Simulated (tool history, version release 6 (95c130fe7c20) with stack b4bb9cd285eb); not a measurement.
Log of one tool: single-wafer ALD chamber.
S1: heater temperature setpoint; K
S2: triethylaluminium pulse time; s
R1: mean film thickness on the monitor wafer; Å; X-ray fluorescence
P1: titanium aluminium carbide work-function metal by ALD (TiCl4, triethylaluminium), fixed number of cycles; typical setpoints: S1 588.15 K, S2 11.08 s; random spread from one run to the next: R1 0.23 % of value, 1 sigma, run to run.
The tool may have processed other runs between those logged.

run,day,S1,S2,R1
1,0.321,588.15,11.08,21.815
2,0.542,588.15,11.08,21.744
3,0.825,588.15,11.08,21.914
4,1.050,588.15,14.90,22.187
5,1.442,588.15,6.81,20.194
6,1.775,602.15,7.56,21.816
7,2.083,566.15,11.08,19.803
8,2.275,566.15,7.96,18.890
9,2.579,588.15,11.08,21.760
10,2.925,607.15,11.08,23.502
11,3.246,588.15,11.08,21.780
12,3.458,588.15,11.08,21.682

Predict the results of run 13:
13,3.754,588.15,11.08,?

R1: 21.445 Å
